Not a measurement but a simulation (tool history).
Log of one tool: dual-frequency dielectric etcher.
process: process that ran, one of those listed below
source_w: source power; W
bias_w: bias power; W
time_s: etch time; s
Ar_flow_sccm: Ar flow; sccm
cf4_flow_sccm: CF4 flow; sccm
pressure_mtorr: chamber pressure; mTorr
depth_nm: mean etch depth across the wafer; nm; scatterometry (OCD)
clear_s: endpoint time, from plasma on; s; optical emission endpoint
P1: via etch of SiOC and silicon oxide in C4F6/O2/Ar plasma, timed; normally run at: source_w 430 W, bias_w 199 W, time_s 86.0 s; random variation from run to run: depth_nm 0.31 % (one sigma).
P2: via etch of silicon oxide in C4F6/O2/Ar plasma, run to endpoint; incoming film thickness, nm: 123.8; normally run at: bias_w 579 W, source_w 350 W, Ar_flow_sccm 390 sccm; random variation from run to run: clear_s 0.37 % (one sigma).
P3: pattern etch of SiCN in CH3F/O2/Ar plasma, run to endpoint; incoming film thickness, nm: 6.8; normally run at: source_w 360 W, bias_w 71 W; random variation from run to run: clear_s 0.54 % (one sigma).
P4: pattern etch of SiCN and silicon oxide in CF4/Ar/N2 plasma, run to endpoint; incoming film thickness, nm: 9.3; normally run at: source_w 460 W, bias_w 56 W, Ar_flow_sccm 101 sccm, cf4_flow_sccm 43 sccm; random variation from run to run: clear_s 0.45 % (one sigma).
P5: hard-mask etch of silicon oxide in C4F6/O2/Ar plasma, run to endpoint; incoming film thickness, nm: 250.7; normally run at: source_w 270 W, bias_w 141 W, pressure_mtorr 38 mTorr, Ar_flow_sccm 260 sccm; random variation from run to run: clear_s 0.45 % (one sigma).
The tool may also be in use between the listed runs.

| run | hour | process | source_w | bias_w | time_s | Ar_flow_sccm | cf4_flow_sccm | pressure_mtorr | hours since the last wet clean | hours since the last source power generator calibration | hours since the last bias power generator calibration | depth_nm | clear_s |
|---|---|---|---|---|---|---|---|---|---|---|---|---|---|
| 1 | 7.5 | P1 | 430 | 199 | 86.0 |  |  |  | 360.6 | 1267.9 | 2788.0 | 102.330 |  |
| 2 | 16.6 | P1 | 280 | 199 | 86.0 |  |  |  | 369.7 | 1277.0 | 2797.1 | 86.515 |  |
| 3 | 24.0 | P2 | 350 | 346 |  | 390 |  |  | 377.1 | 1284.4 | 2804.5 |  | 33.9770 |
| 4 | 33.2 | P3 | 360 | 44 |  |  |  |  | 386.3 | 1293.6 | 2813.7 |  | 22.1800 |
| 5 | 44.4 | P3 | 440 | 71 |  |  |  |  | 397.5 | 1304.8 | 2824.9 |  | 17.5610 |
| 6 | 53.4 | P2 | 350 | 579 |  | 390 |  |  | 406.5 | 1313.8 | 2833.9 |  | 28.1130 |
| 7 | 61.9 | P1 | 430 | 199 | 86.0 |  |  |  | 415.0 | 1322.3 | 2842.4 | 102.020 |  |
| 8 | 75.8 | P2 | 220 | 579 |  | 390 |  |  | 428.9 | 1336.2 | 2856.3 |  | 33.2900 |
| 9 | 87.6 | P1 | 430 | 133 | 107.5 |  |  |  | 440.7 | 1348.0 | 2868.1 | 112.180 |  |
| 10 | 93.9 | P2 | 350 | 579 |  | 247 |  |  | 447.0 | 1354.3 | 2874.4 |  | 26.7250 |
| 11 | 100.7 | P4 | 460 | 56 |  | 101 | 43 |  | 453.8 | 1361.1 | 2881.2 |  | 12.3500 |
| 12 | 110.3 | P1 | 430 | 240 | 86.0 |  |  |  | 463.4 | 1370.7 | 2890.8 | 108.830 |  |
| 13 | 117.5 | P1 | 430 | 146 | 107.5 |  |  |  | 470.6 | 1377.9 | 2898.0 | 115.620 |  |
| 14 | 127.0 | P5 | 270 | 141 |  | 180 |  | 38 | 480.1 | 1387.4 | 2907.5 |  | 100.6900 |
| 15 | 135.2 | P4 | 650 | 56 |  | 101 | 43 |  | 488.3 | 1395.6 | 2915.7 |  | 9.0764 |
| 16 | 148.1 | P1 | 430 | 199 | 86.0 |  |  |  | 501.2 | 1408.5 | 2928.6 | 102.470 |  |
| 17 | 156.8 | P5 | 270 | 194 |  | 260 |  | 38 | 509.9 | 1417.2 | 2937.3 |  | 94.3460 |
| 18 | 168.9 | P1 | 430 | 199 | 86.0 |  |  |  | 522.0 | 1429.3 | 2949.4 | 101.790 |  |
| 19 | 175.5 | P1 | 430 | 199 | 111.5 |  |  |  | 528.6 | 1435.9 | 2956.0 | 132.230 |  |
| 20 | 187.5 | P1 | 430 | 129 | 86.0 |  |  |  | 540.6 | 1447.9 | 2968.0 | 89.029 |  |
| 21 | 194.2 | P5 | 270 | 141 |  | 260 |  | 45 | 547.3 | 1454.6 | 2974.7 |  | 107.2400 |
| 22 | 206.4 | P1 | 430 | 199 | 86.0 |  |  |  | 559.5 | 1466.8 | 2986.9 | 101.700 |  |
| 23 | 217.0 | P4 | 460 | 56 |  | 101 | 59 |  | 570.1 | 1477.4 | 2997.5 |  | 11.6500 |
| 24 | 224.3 | P4 | 460 | 56 |  | 70 | 43 |  | 577.4 | 1484.7 | 3004.8 |  | 11.7190 |
| 25 | 236.2 | P5 | 270 | 141 |  | 260 |  | 38 | 589.3 | 1496.6 | 3016.7 |  | 104.5200 |
| 26 | 242.7 | P3 | 360 | 71 |  |  |  |  | 595.8 | 1503.1 | 3023.2 |  | 18.8650 |
| 27 | 253.5 | P1 | 430 | 199 | 65.0 |  |  |  | 606.6 | 1513.9 | 3034.0 | 77.334 |  |
| 28 | 261.2 | P1 | 600 | 271 | 86.0 |  |  |  | 614.3 | 1521.6 | 3041.7 | 128.820 |  |
| 29 | 273.8 | P4 | 460 | 38 |  | 101 | 43 |  | 626.9 | 1534.2 | 3054.3 |  | 14.1480 |
| 30 | 280.9 | P1 | 430 | 199 | 86.0 |  |  |  | 634.0 | 1541.3 | 3061.4 | 101.920 |  |
| 31 | 289.8 | P1 | 510 | 199 | 86.0 |  |  |  | 642.9 | 1550.2 | 3070.3 | 108.900 |  |
| 32 | 300.7 | P5 | 150 | 141 |  | 260 |  | 38 | 653.8 | 1561.1 | 3081.2 |  | 132.5100 |
| 33 | 314.0 | P2 | 350 | 579 |  | 390 |  |  | 667.1 | 1574.4 | 3094.5 |  | 28.0570 |
| 34 | 323.7 | P1 | 430 | 199 | 86.0 |  |  |  | 676.8 | 1584.1 | 3104.2 | 102.110 |  |
| 35 | 334.7 | P1 | 430 | 199 | 86.0 |  |  |  | 687.8 | 1595.1 | 3115.2 | 103.070 |  |
| 36 | 347.0 | P1 | 430 | 199 | 86.0 |  |  |  | 700.1 | 1607.4 | 3127.5 | 103.630 |  |
| 37 | 358.9 | P1 | 430 | 199 | 86.0 |  |  |  | 712.0 | 1619.3 | 3139.4 | 103.290 |  |
| 38 | 370.0 | P1 | 430 | 199 | 86.0 |  |  |  | 723.1 | 1630.4 | 3150.5 | 103.150 |  |
| 39 | 379.8 | P1 | 430 | 199 | 86.0 |  |  |  | 732.9 | 1640.2 | 3160.3 | 103.520 |  |
| 40 | 386.9 | P1 | 430 | 199 | 86.0 |  |  |  | 740.0 | 1647.3 | 3167.4 | 103.800 |  |
| 41 | 397.1 | P1 | 430 | 199 | 86.0 |  |  |  | 750.2 | 1657.5 | 3177.6 | 103.800 |  |
|  | 400.5 | wet clean of the chamber |
| 42 | 411.0 | P1 | 430 | 199 | 86.0 |  |  |  | 10.6 | 1671.4 | 3191.5 | 104.270 |  |
| 43 | 420.9 | P1 | 430 | 199 | 86.0 |  |  |  | 20.5 | 1681.3 | 3201.4 | 103.680 |  |
| 44 | 428.1 | P1 | 430 | 199 | 86.0 |  |  |  | 27.7 | 1688.5 | 3208.6 | 103.700 |  |
| 45 | 435.8 | P1 | 430 | 199 | 86.0 |  |  |  | 35.4 | 1696.2 | 3216.3 | 104.010 |  |

What P1 gives has crept away from where it was. These 2 causes fit the log equally well, each at the size given:
A: bias power that arrives over what is set, % = 4.84
B: source power that arrives over what is set, % = 4.1
The creep began at about hour 323.7.
Why every other cause is out:
chamber walls in a state that raises the etch rate, %: serviced at hour 400.5, which brought nothing back

4 check runs are offered, each on 3 wafers whose results are averaged, their results left as question marks. Which one tells the causes apart?
| check 1 | 443.5 | P2 | 350 | 486 |  | 390 |  |  |  |  |  |  | ? |
| check 2 | 443.5 | P4 | 630 | 44 |  | 101 | 43 |  |  |  |  |  | ? |
| check 3 | 443.5 | P5 | 270 | 180 |  | 214 |  | 38 |  |  |  |  | ? |
| check 4 | 443.5 | P3 | 360 | 47 |  |  |  |  |  |  |  |  | ? |

What each check would give under each cause:
| check | result | if A | if B |
|---|---|---|---|
| check 1 | clear_s | 29.4710 | 29.5580 |
| check 2 | clear_s | 10.0070 | 9.8031 |
| check 3 | clear_s | 93.2330 | 93.2250 |
| check 4 | clear_s | 21.3880 | 21.3830 |
How far apart the two closest causes lie, in the result that separates them most: check 1 0.3 %; check 2 2.06 %; check 3 0.01 %; check 4 0.02 %
Check 2 tells the causes apart: in the others they would give nearly the same result.

Then check 2 was run and gave: clear_s 9.8384 s. Which cause is it?

It is B: source power that arrives over what is set, %.
